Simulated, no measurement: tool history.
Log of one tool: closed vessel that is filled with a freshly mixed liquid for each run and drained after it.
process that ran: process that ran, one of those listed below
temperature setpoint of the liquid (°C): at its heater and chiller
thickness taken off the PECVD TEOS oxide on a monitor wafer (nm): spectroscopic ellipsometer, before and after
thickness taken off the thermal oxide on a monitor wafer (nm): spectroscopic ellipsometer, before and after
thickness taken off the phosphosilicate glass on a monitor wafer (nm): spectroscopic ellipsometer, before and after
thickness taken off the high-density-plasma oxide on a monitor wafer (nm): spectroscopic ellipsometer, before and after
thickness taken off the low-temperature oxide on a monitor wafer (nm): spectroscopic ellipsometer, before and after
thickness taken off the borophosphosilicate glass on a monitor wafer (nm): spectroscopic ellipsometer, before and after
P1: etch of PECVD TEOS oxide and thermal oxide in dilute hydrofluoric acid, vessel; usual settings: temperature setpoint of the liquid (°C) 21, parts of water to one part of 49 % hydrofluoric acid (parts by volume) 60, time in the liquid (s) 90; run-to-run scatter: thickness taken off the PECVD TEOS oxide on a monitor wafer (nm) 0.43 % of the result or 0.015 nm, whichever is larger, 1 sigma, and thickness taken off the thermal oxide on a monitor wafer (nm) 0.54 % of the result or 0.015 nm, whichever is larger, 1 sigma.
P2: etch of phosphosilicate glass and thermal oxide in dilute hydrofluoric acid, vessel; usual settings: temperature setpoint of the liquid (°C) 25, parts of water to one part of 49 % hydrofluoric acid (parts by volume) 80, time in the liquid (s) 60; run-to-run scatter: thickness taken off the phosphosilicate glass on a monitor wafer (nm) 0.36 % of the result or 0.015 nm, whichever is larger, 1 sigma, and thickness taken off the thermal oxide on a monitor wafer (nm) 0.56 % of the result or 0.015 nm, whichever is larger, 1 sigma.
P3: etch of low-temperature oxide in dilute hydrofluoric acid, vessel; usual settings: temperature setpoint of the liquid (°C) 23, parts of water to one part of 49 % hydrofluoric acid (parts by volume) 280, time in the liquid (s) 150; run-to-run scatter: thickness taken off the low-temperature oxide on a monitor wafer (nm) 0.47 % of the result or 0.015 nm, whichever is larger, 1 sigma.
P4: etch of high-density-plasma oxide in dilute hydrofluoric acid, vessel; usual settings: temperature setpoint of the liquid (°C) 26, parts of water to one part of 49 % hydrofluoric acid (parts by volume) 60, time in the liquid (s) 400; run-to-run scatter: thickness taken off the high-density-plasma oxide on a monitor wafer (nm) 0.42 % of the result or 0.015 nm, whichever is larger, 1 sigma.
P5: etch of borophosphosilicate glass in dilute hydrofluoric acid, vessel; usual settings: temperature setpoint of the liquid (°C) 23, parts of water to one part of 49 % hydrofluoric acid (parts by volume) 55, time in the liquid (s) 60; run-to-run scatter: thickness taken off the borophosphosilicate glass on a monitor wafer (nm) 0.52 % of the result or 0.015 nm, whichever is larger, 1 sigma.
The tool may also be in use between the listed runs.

| run | day | process that ran | temperature setpoint of the liquid (°C) | parts of water to one part of 49 % hydrofluoric acid (parts by volume) | time in the liquid (s) | hours since the thermometer was replaced | hours since the hydrofluoric acid flow meter was replaced | thickness taken off the PECVD TEOS oxide on a monitor wafer (nm) | thickness taken off the thermal oxide on a monitor wafer (nm) | thickness taken off the phosphosilicate glass on a monitor wafer (nm) | thickness taken off the high-density-plasma oxide on a monitor wafer (nm) | thickness taken off the low-temperature oxide on a monitor wafer (nm) | thickness taken off the borophosphosilicate glass on a monitor wafer (nm) |
|---|---|---|---|---|---|---|---|---|---|---|---|---|---|
| 1 | 0.233 | P1 | 21 | 60 | 90 | 767.7 | 502.5 | 20.431 | 6.7776 |  |  |  |  |
| 2 | 0.392 | P1 | 21 | 60 | 30 | 771.5 | 506.3 | 6.8867 | 2.2558 |  |  |  |  |
| 3 | 0.55 | P2 | 32.5 | 80 | 60 | 775.3 | 510.1 |  | 4.6564 | 212.17 |  |  |  |
| 4 | 0.871 | P1 | 21 | 20 | 90 | 783 | 517.8 | 64.583 | 21.306 |  |  |  |  |
| 5 | 1.046 | P4 | 26 | 60 | 400 | 787.2 | 522 |  |  |  | 38.469 |  |  |
| 6 | 1.296 | P3 | 23 | 475 | 150 | 793.2 | 528 |  |  |  |  | 3.8584 |  |
| 7 | 1.654 | P3 | 31 | 280 | 150 | 801.8 | 536.6 |  |  |  |  | 10.238 |  |
| 8 | 1.996 | P4 | 26 | 60 | 660 | 810 | 544.8 |  |  |  | 63.521 |  |  |
| 9 | 2.212 | P5 | 23 | 55 | 60 | 815.2 | 550 |  |  |  |  |  | 40.643 |
| 10 | 2.554 | P3 | 23 | 280 | 270 | 823.4 | 558.2 |  |  |  |  | 13.994 |  |
| 11 | 2.8 | P1 | 21 | 60 | 90 | 829.3 | 564.1 | 20.386 | 6.8252 |  |  |  |  |
| 12 | 3.112 | P1 | 21 | 90 | 90 | 836.8 | 571.6 | 13.224 | 4.3341 |  |  |  |  |
| 13 | 3.342 | P1 | 17 | 60 | 90 | 842.3 | 577.1 | 17.228 | 5.7408 |  |  |  |  |
| 14 | 3.667 | P4 | 26 | 25 | 400 | 850.1 | 584.9 |  |  |  | 96.553 |  |  |
| 15 | 3.983 | P5 | 23 | 55 | 60 | 857.7 | 592.5 |  |  |  |  |  | 40.812 |
| 16 | 4.183 | P1 | 21 | 60 | 90 | 862.5 | 597.3 | 20.408 | 6.7558 |  |  |  |  |
| 17 | 4.446 | P1 | 21 | 60 | 170 | 868.8 | 603.6 | 38.482 | 12.727 |  |  |  |  |
| 18 | 4.646 | P1 | 21 | 60 | 90 | 873.6 | 608.4 | 20.558 | 6.7805 |  |  |  |  |
| 19 | 4.896 | P5 | 30 | 55 | 60 | 879.6 | 614.4 |  |  |  |  |  | 54.004 |
| 20 | 5.062 | P1 | 21 | 40 | 125 | 883.6 | 618.4 | 43.712 | 14.443 |  |  |  |  |
| 21 | 5.396 | P3 | 23 | 280 | 150 | 891.6 | 626.4 |  |  |  |  | 7.803 |  |
| 22 | 5.667 | P5 | 23 | 20 | 60 | 898.1 | 632.9 |  |  |  |  |  | 117.49 |
| 23 | 5.929 | P4 | 31 | 60 | 400 | 904.4 | 639.2 |  |  |  | 46.531 |  |  |
| 24 | 6.196 | P1 | 21 | 60 | 90 | 910.8 | 645.6 | 20.398 | 6.8192 |  |  |  |  |
| 25 | 6.392 | P2 | 25 | 20 | 60 | 915.5 | 650.3 |  | 15.28 | 684.91 |  |  |  |
| 26 | 6.567 | P2 | 25 | 80 | 95 | 919.7 | 654.5 |  | 5.5566 | 250.28 |  |  |  |
| 27 | 6.729 | P3 | 23 | 280 | 150 | 923.6 | 658.4 |  |  |  |  | 7.7214 |  |
| 28 | 6.992 | P1 | 29 | 60 | 90 | 929.9 | 664.7 | 28.421 | 9.3053 |  |  |  |  |
| 29 | 7.162 | P2 | 25 | 80 | 60 | 934 | 668.8 |  | 3.5254 | 157.36 |  |  |  |
| 30 | 7.404 | P5 | 23 | 55 | 90 | 939.8 | 674.6 |  |  |  |  |  | 62.192 |
| 31 | 7.692 | P1 | 21 | 60 | 90 | 946.7 | 681.5 | 20.482 | 6.8101 |  |  |  |  |
| 32 | 7.933 | P1 | 21 | 60 | 90 | 952.5 | 687.3 | 19.92 | 6.5842 |  |  |  |  |
| 33 | 8.204 | P1 | 21 | 60 | 90 | 959 | 693.8 | 19.485 | 6.4653 |  |  |  |  |
| 34 | 8.454 | P1 | 21 | 60 | 90 | 965 | 699.8 | 19.337 | 6.3804 |  |  |  |  |
| 35 | 8.642 | P1 | 21 | 60 | 90 | 969.5 | 704.3 | 19.175 | 6.3073 |  |  |  |  |
| 36 | 8.817 | P1 | 21 | 60 | 90 | 973.7 | 708.5 | 19.102 | 6.3291 |  |  |  |  |
| 37 | 8.983 | P1 | 21 | 60 | 90 | 977.7 | 712.5 | 19.106 | 6.257 |  |  |  |  |
| 38 | 9.221 | P1 | 21 | 60 | 90 | 983.4 | 718.2 | 18.935 | 6.3175 |  |  |  |  |
| 39 | 9.483 | P1 | 21 | 60 | 90 | 989.7 | 724.5 | 18.93 | 6.2243 |  |  |  |  |
| 40 | 9.75 | P1 | 21 | 60 | 90 | 996.1 | 730.9 | 18.768 | 6.1539 |  |  |  |  |
| 41 | 10.008 | P1 | 21 | 60 | 90 | 1002.3 | 737.1 | 18.808 | 6.2515 |  |  |  |  |
| 42 | 10.208 | P1 | 21 | 60 | 90 | 1007.1 | 741.9 | 18.862 | 6.2097 |  |  |  |  |

What P1 gives has crept away from where it was. These 2 causes fit the log equally well, each at the size given:
A: hydrofluoric acid flow below the setpoint (%) = 7.44
B: liquid colder than its thermometer reads (K) = 1.98
The creep began at about day 7.692.

4 check runs are offered, one wafer each, their results left as question marks. Which one tells the causes apart?
| check 1 | 10.408 | P4 | 26 | 35 | 400 |  |  |  |  |  | ? |  |  |
| check 2 | 10.408 | P3 | 31 | 280 | 265 |  |  |  |  |  |  | ? |  |
| check 3 | 10.408 | P2 | 25 | 20 | 85 |  |  |  | ? | ? |  |  |  |
| check 4 | 10.408 | P5 | 30 | 20 | 60 |  |  |  |  |  |  |  | ? |

What each check would give under each cause:
| check | result | if A | if B |
|---|---|---|---|
| check 1 | thickness taken off the high-density-plasma oxide on a monitor wafer (nm) | 63.039 | 62.997 |
| check 2 | thickness taken off the low-temperature oxide on a monitor wafer (nm) | 16.333 | 16.968 |
| check 3 | thickness taken off the thermal oxide on a monitor wafer (nm) | 19.842 | 19.764 |
| check 3 | thickness taken off the phosphosilicate glass on a monitor wafer (nm) | 898.58 | 895.07 |
| check 4 | thickness taken off the borophosphosilicate glass on a monitor wafer (nm) | 145.11 | 145.01 |
How far apart the two closest causes lie, in the result that separates them most: check 1 0.07 %; check 2 3.82 %; check 3 0.39 %; check 4 0.06 %
Only check 2 tells the causes apart: in the others they would give nearly the same result.

Check 2 was then run and gave: thickness taken off the low-temperature oxide on a monitor wafer (nm) 16.183. Which cause is it?

It is A: hydrofluoric acid flow below the setpoint (%).
